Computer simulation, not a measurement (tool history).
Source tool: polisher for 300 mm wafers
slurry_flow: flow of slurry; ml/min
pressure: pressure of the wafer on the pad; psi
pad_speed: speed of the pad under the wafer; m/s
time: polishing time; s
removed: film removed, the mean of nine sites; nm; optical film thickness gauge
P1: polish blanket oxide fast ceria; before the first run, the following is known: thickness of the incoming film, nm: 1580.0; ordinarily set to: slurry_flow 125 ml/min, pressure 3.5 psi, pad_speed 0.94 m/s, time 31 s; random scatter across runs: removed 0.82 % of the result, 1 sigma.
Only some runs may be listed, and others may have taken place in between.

| run | day | slurry_flow | pressure | pad_speed | time | wafers polished on this pad | hours since the slurry nozzle was cleaned | hours since the head pressure was calibrated | removed |
|---|---|---|---|---|---|---|---|---|---|
| 1 | 0.325 | 125 | 3.5 | 0.94 | 31 | 1175 | 397.5 | 990.8 | 677.82 |
| 2 | 0.679 | 125 | 3.5 | 0.94 | 14 | 1339 | 406 | 999.3 | 305.7 |
| 3 | 1.092 | 125 | 3.5 | 0.94 | 31 | 1529 | 415.9 | 1009.2 | 665.23 |
| 4 | 1.504 | 125 | 3.5 | 0.94 | 39 | 1720 | 425.8 | 1019.1 | 859.8 |
| 5 | 1.942 | 125 | 3.5 | 0.94 | 31 | 1922 | 436.3 | 1029.6 | 665.89 |
| 6 | 2.412 | 125 | 3.5 | 1.44 | 31 | 2140 | 447.6 | 1040.9 | 1032.3 |
| 7 | 2.817 | 125 | 3.5 | 0.94 | 31 | 2326 | 457.3 | 1050.6 | 669.49 |
| 8 | 3.142 | 125 | 4.8 | 0.94 | 31 | 2477 | 465.1 | 1058.4 | 914.52 |
| 9 | 3.454 | 125 | 1.8 | 0.94 | 31 | 2621 | 472.6 | 1065.9 | 342.34 |
| 10 | 3.979 | 195 | 3.5 | 0.94 | 31 | 2864 | 485.2 | 1078.5 | 727.17 |
| 11 | 4.333 | 75 | 3.5 | 0.94 | 31 | 3027 | 493.7 | 1087 | 595.48 |
| 12 | 4.712 | 125 | 3.5 | 0.94 | 31 | 3202 | 502.8 | 1096.1 | 667.07 |
| 13 | 5.175 | 175 | 3.5 | 0.52 | 31 | 3416 | 513.9 | 1107.2 | 398.66 |
| 14 | 5.608 | 125 | 3.5 | 0.94 | 31 | 3616 | 524.3 | 1117.6 | 673.92 |
| 15 | 6.171 | 125 | 3.5 | 0.48 | 31 | 3876 | 537.8 | 1131.1 | 342.1 |
| 16 | 6.629 | 125 | 3.5 | 0.94 | 31 | 4088 | 548.8 | 1142.1 | 676.21 |
| 17 | 7.092 | 125 | 3.5 | 0.94 | 31 | 4302 | 559.9 | 1153.2 | 667.76 |
| 18 | 7.588 | 125 | 3.5 | 0.94 | 31 | 4531 | 571.8 | 1165.1 | 649.55 |
| 19 | 8.025 | 125 | 3.5 | 0.94 | 31 | 4733 | 582.3 | 1175.6 | 643.63 |
| 20 | 8.308 | 125 | 3.5 | 0.94 | 31 | 4864 | 589.1 | 1182.4 | 636.2 |
| 21 | 8.725 | 125 | 3.5 | 0.94 | 31 | 5056 | 599.1 | 1192.4 | 636.37 |
| 22 | 9.308 | 125 | 3.5 | 0.94 | 31 | 5326 | 613.1 | 1206.4 | 630.02 |
| 23 | 9.842 | 125 | 3.5 | 0.94 | 31 | 5572 | 625.9 | 1219.2 | 632.79 |
|  | 10.3 | head pressure recalibrated |
| 24 | 10.4 | 125 | 3.5 | 0.94 | 31 | 5830 | 639.3 | 2.5 | 625.43 |
| 25 | 10.992 | 125 | 3.5 | 0.94 | 31 | 6104 | 653.5 | 16.7 | 610.51 |
| 26 | 11.55 | 125 | 3.5 | 0.94 | 31 | 6362 | 666.9 | 30.1 | 625.45 |
| 27 | 12.092 | 125 | 3.5 | 0.94 | 31 | 6612 | 679.9 | 43.1 | 622.03 |
| 28 | 12.379 | 125 | 3.5 | 0.94 | 31 | 6745 | 686.8 | 50 | 611.89 |

What P1 gives has crept off from where it sat before. The 2 causes that follow fit the log equally well, each at the size noted:
A: removal rate lost through wear of the pad, % = 8.31
B: slurry flow missing at the pad, % = 30.3
The process output started creeping at around day 7.092.
What rules out each remaining cause:
head's pressure below its setpoint, %: its service at day 10.3 followed the start of the drift and did not put the process back to its old value

Of the 4 check runs below, each run on 5 wafers with the results averaged and each result still a question mark, which one would tell the listed causes apart?
| check 1 | 12.667 | 185 | 3.5 | 0.94 | 31 |  |  |  | ? |
| check 2 | 12.667 | 125 | 3.5 | 1.22 | 14 |  |  |  | ? |
| check 3 | 12.667 | 125 | 3.5 | 1.4 | 14 |  |  |  | ? |
| check 4 | 12.667 | 125 | 1.8 | 0.52 | 31 |  |  |  | ? |

Expected result of each check under each candidate cause:
| check | result | if A | if B |
|---|---|---|---|
| check 1 | removed | 658.47 | 675.84 |
| check 2 | removed | 360.96 | 361.01 |
| check 3 | removed | 414.22 | 414.27 |
| check 4 | removed | 175.2 | 175.23 |
Minimum pairwise separation of causes per check, each pair taken at its best-separating result: check 1 2.6 %; check 2 0.01 %; check 3 0.01 %; check 4 0.01 %
Check 1 is the one run that separates the causes; every other check would come out nearly the same whichever cause is at work.

The results of check 1 are: removed 659.49 nm. Based on these, which of the listed causes is it?

Of the candidate causes, it is A: removal rate lost through wear of the pad, %.
